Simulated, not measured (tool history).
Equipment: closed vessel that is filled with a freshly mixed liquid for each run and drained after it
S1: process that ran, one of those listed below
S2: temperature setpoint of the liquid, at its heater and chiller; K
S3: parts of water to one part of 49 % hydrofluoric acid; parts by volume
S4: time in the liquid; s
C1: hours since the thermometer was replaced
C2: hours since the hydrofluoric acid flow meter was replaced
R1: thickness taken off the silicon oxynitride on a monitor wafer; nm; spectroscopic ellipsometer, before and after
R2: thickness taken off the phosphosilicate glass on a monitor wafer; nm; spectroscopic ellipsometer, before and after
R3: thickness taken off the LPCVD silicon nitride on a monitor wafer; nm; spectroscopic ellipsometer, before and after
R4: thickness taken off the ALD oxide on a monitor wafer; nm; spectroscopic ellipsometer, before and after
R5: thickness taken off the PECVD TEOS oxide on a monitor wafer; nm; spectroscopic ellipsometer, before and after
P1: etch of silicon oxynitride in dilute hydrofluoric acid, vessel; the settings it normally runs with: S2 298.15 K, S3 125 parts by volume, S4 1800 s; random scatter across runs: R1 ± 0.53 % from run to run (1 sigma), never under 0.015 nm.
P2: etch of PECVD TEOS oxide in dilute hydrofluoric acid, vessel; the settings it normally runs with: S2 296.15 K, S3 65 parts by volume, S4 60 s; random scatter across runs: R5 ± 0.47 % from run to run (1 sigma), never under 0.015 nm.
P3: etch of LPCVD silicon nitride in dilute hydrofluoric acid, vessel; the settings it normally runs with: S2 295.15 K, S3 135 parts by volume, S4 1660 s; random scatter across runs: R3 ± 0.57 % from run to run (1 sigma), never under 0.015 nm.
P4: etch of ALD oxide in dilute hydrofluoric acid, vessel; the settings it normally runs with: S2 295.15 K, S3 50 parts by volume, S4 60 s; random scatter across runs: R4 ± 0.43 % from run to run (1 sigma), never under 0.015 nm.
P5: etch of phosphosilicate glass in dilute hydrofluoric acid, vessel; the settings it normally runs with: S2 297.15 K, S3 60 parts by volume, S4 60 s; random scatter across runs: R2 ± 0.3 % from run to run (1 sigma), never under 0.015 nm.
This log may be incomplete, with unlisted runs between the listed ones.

Run 1, hour 3.3: S1 P1, S2 298.15 K, S3 125 parts by volume, S4 1800 s; C1 1028.7; C2 457.3. Result: R1 21.986 nm.
Run 2, hour 7.4: S1 P5, S2 297.15 K, S3 30 parts by volume, S4 60 s; C1 1032.8; C2 461.4. Result: R2 300.68 nm.
Run 3, hour 10.4: S1 P3, S2 295.15 K, S3 135 parts by volume, S4 2745 s; C1 1035.8; C2 464.4. Result: R3 8.5002 nm.
At hour 12.8: hydrofluoric acid flow meter replaced.
Run 4, hour 13.4: S1 P1, S2 291.65 K, S3 125 parts by volume, S4 570 s; C1 1038.8; C2 0.7. Result: R1 5.0667 nm.
Run 5, hour 17.3: S1 P1, S2 298.15 K, S3 35 parts by volume, S4 1800 s; C1 1042.7; C2 4.6. Result: R1 84.697 nm.
Run 6, hour 19.5: S1 P4, S2 295.15 K, S3 50 parts by volume, S4 115 s; C1 1044.9; C2 6.8. Result: R4 27.564 nm.
Run 7, hour 21.6: S1 P5, S2 297.15 K, S3 60 parts by volume, S4 30 s; C1 1047; C2 8.9. Result: R2 72.229 nm.
Run 8, hour 24.6: S1 P1, S2 298.15 K, S3 125 parts by volume, S4 1800 s; C1 1050; C2 11.9. Result: R1 21.757 nm.
Run 9, hour 26.7: S1 P1, S2 302.65 K, S3 125 parts by volume, S4 1800 s; C1 1052.1; C2 14. Result: R1 26.848 nm.
Run 10, hour 29.2: S1 P2, S2 296.15 K, S3 20 parts by volume, S4 60 s; C1 1054.6; C2 16.5. Result: R5 41.996 nm.
Run 11, hour 33.4: S1 P4, S2 295.15 K, S3 20 parts by volume, S4 60 s; C1 1058.8; C2 20.7. Result: R4 37.247 nm.
Run 12, hour 36.6: S1 P1, S2 298.15 K, S3 50 parts by volume, S4 2830 s; C1 1062; C2 23.9. Result: R1 92.083 nm.
Run 13, hour 38.7: S1 P2, S2 303.15 K, S3 65 parts by volume, S4 60 s; C1 1064.1; C2 26. Result: R5 16.295 nm.
Run 14, hour 42.4: S1 P1, S2 298.15 K, S3 125 parts by volume, S4 525 s; C1 1067.8; C2 29.7. Result: R1 6.3377 nm.
Run 15, hour 44.6: S1 P4, S2 302.15 K, S3 50 parts by volume, S4 60 s; C1 1070; C2 31.9. Result: R4 19.117 nm.
Run 16, hour 47.3: S1 P3, S2 295.15 K, S3 65 parts by volume, S4 1660 s; C1 1072.7; C2 34.6. Result: R3 10.552 nm.
Run 17, hour 50: S1 P5, S2 290.15 K, S3 60 parts by volume, S4 60 s; C1 1075.4; C2 37.3. Result: R2 107.03 nm.
Run 18, hour 53.1: S1 P5, S2 297.15 K, S3 60 parts by volume, S4 60 s; C1 1078.5; C2 40.4. Result: R2 144.21 nm.
Run 19, hour 55.5: S1 P3, S2 295.15 K, S3 135 parts by volume, S4 1660 s; C1 1080.9; C2 42.8. Result: R3 5.2147 nm.
Run 20, hour 58.3: S1 P1, S2 298.15 K, S3 125 parts by volume, S4 1800 s; C1 1083.7; C2 45.6. Result: R1 22.001 nm.
Run 21, hour 62.1: S1 P2, S2 296.15 K, S3 65 parts by volume, S4 60 s; C1 1087.5; C2 49.4. Result: R5 12.198 nm.
Run 22, hour 64.4: S1 P2, S2 296.15 K, S3 65 parts by volume, S4 60 s; C1 1089.8; C2 51.7. Result: R5 12.193 nm.
Run 23, hour 66.3: S1 P1, S2 298.15 K, S3 125 parts by volume, S4 1800 s; C1 1091.7; C2 53.6. Result: R1 21.922 nm.
Run 24, hour 69.7: S1 P1, S2 293.65 K, S3 125 parts by volume, S4 1800 s; C1 1095.1; C2 57. Result: R1 17.645 nm.
Run 25, hour 73.5: S1 P4, S2 295.15 K, S3 50 parts by volume, S4 60 s; C1 1098.9; C2 60.8. Result: R4 14.315 nm.
Run 26, hour 77: S1 P2, S2 296.15 K, S3 65 parts by volume, S4 120 s; C1 1102.4; C2 64.3. Result: R5 24.206 nm.
Run 27, hour 80.7: S1 P3, S2 300.15 K, S3 135 parts by volume, S4 1660 s; C1 1106.1; C2 68. Result: R3 7.1106 nm.
Run 28, hour 84.9: S1 P1, S2 298.15 K, S3 125 parts by volume, S4 1800 s; C1 1110.3; C2 72.2. Result: R1 21.881 nm.
Run 29, hour 87: S1 P4, S2 295.15 K, S3 50 parts by volume, S4 60 s; C1 1112.4; C2 74.3. Result: R4 14.347 nm.
Run 30, hour 89.1: S1 P1, S2 298.15 K, S3 220 parts by volume, S4 1800 s; C1 1114.5; C2 76.4. Result: R1 11.618 nm.
At hour 89.2: thermometer replaced.
Run 31, hour 93.3: S1 P5, S2 297.15 K, S3 60 parts by volume, S4 60 s; C1 4.1; C2 80.6. Result: R2 144.5 nm.
Run 32, hour 96.2: S1 P1, S2 298.15 K, S3 125 parts by volume, S4 2650 s; C1 7; C2 83.5. Result: R1 32.426 nm.
Run 33, hour 100.1: S1 P1, S2 298.15 K, S3 125 parts by volume, S4 1800 s; C1 10.9; C2 87.4. Result: R1 21.993 nm.
Run 34, hour 104.3: S1 P1, S2 298.15 K, S3 125 parts by volume, S4 1800 s; C1 15.1; C2 91.6. Result: R1 22.761 nm.
Run 35, hour 108.4: S1 P1, S2 298.15 K, S3 125 parts by volume, S4 1800 s; C1 19.2; C2 95.7. Result: R1 23.261 nm.
Run 36, hour 110.2: S1 P1, S2 298.15 K, S3 125 parts by volume, S4 1800 s; C1 21; C2 97.5. Result: R1 23.275 nm.
Run 37, hour 112.5: S1 P1, S2 298.15 K, S3 125 parts by volume, S4 1800 s; C1 23.3; C2 99.8. Result: R1 23.377 nm.
Run 38, hour 115.8: S1 P1, S2 298.15 K, S3 125 parts by volume, S4 1800 s; C1 26.6; C2 103.1. Result: R1 23.516 nm.
Run 39, hour 119.8: S1 P1, S2 298.15 K, S3 125 parts by volume, S4 1800 s; C1 30.6; C2 107.1. Result: R1 23.709 nm.
Run 40, hour 123.1: S1 P1, S2 298.15 K, S3 125 parts by volume, S4 1800 s; C1 33.9; C2 110.4. Result: R1 23.601 nm.
Run 41, hour 126.3: S1 P1, S2 298.15 K, S3 125 parts by volume, S4 1800 s; C1 37.1; C2 113.6. Result: R1 23.606 nm.
Run 42, hour 129.6: S1 P1, S2 298.15 K, S3 125 parts by volume, S4 1800 s; C1 40.4; C2 116.9. Result: R1 23.705 nm.
Run 43, hour 132.6: S1 P1, S2 298.15 K, S3 125 parts by volume, S4 1800 s; C1 43.4; C2 119.9. Result: R1 23.7 nm.

Compared with where it was, what P1 gives has crept away. Each cause listed below fits the log as well as the rest, at the size given for it:
A: hydrofluoric acid flow above the setpoint (%) = 8.02
B: liquid hotter than its thermometer reads (K) = 1.86
Creep in the process output first set in at about hour 100.1.

Below are 4 check runs, each on a single wafer, with their results shown as question marks. Which of them would tell the listed causes apart, meaning the causes would give clearly different results under it?
Run check 1, hour 135.6: S1 P4, S2 295.15 K, S3 50 parts by volume, S4 60 s. Result: R4 ?.
Run check 2, hour 135.6: S1 P5, S2 297.15 K, S3 60 parts by volume, S4 60 s. Result: R2 ?.
Run check 3, hour 135.6: S1 P2, S2 296.15 K, S3 65 parts by volume, S4 60 s. Result: R5 ?.
Run check 4, hour 135.6: S1 P3, S2 295.15 K, S3 135 parts by volume, S4 1660 s. Result: R3 ?.

If the cause were each of the candidates in turn, the checks would give the following:
  check  result    if A    if B
check 1      R4  15.554  15.482
check 2      R2  156.73  155.56
check 3      R5   13.26  13.159
check 4      R3  5.5572  5.8196
Smallest distance between any two causes, each pair judged by its most separating result, in per cent: check 1 0.46 %; check 2 0.75 %; check 3 0.77 %; check 4 4.61 %
Check 4 tells the causes apart: in the others they would give nearly the same result.

Check 4 has now been run. It gave: R3 5.5524 nm. Which of the candidate causes is it?

It was cause A: hydrofluoric acid flow above the setpoint (%).
